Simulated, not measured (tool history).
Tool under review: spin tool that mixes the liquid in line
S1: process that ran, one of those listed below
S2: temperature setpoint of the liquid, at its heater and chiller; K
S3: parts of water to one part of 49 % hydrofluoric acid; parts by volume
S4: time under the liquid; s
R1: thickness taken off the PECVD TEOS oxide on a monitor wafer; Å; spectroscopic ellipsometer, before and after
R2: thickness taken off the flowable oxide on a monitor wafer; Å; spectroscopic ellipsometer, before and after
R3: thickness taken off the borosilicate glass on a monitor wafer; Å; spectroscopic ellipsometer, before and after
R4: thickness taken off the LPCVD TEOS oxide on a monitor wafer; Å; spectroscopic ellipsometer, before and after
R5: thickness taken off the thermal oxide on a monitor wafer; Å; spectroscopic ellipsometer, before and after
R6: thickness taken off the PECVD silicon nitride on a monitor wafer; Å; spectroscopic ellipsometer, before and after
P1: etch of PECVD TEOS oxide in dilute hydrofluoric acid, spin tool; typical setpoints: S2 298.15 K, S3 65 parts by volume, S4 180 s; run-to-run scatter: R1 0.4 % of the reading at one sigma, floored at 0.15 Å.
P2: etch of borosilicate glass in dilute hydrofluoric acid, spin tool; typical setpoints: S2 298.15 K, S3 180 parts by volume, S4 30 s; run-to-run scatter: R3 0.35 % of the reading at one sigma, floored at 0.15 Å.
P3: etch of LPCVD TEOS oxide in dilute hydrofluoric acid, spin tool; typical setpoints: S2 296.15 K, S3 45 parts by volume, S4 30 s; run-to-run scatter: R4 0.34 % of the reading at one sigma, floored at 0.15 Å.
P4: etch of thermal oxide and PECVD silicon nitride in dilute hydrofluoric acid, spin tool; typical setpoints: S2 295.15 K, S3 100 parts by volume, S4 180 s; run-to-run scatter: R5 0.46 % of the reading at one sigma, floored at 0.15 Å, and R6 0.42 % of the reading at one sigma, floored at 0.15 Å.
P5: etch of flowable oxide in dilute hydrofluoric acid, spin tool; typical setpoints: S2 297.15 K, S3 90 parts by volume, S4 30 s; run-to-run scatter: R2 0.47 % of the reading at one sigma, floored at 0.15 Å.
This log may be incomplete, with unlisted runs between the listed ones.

run   hour  S1      S2   S3   S4      R1      R2      R3      R4      R5      R6
  1    4.7  P1  298.15   65  180   510.8
  2   11.6  P5  297.15   90   50          125.23
  3   19.7  P1  298.15   65  180  508.58
  4     28  P1  298.15   65  270  766.66
  5   33.4  P2  298.15  180   15                   29.23
  6   41.5  P3  296.15   45   30                          274.97
  7   46.1  P1  298.15  105  305  503.06
  8   49.9  P1  303.15   65  330  1129.2
  9     56  P2  291.15  180   30                  44.826
 10   63.7  P1  298.15   65  180  509.15
 11   71.1  P1  305.15   65  180  670.08
 12     79  P4  295.15  100  345                                   154.4  96.086
 13   83.3  P4  301.65  100  180                                  104.52  76.747
 14   89.1  P2  298.15  180   30                  58.382
 15   96.8  P1  298.15   65   35  98.956
 16  104.6  P1  298.15   20  180  1762.8
 17  112.8  P3  296.15   30   30                          421.76
 18  119.2  P3  304.65   45   30                             389
 19  125.9  P1  298.15   90  180  355.79
 20  133.7  P1  298.15   65  180  507.49
 21  137.5  P2  298.15  180   30                  58.245

The next listed run, before its measurement:
 22  145.3  P4  295.15  100  180                   ?   ?

{"run 22": {"R5": 81.11, "R6": 50.229}}
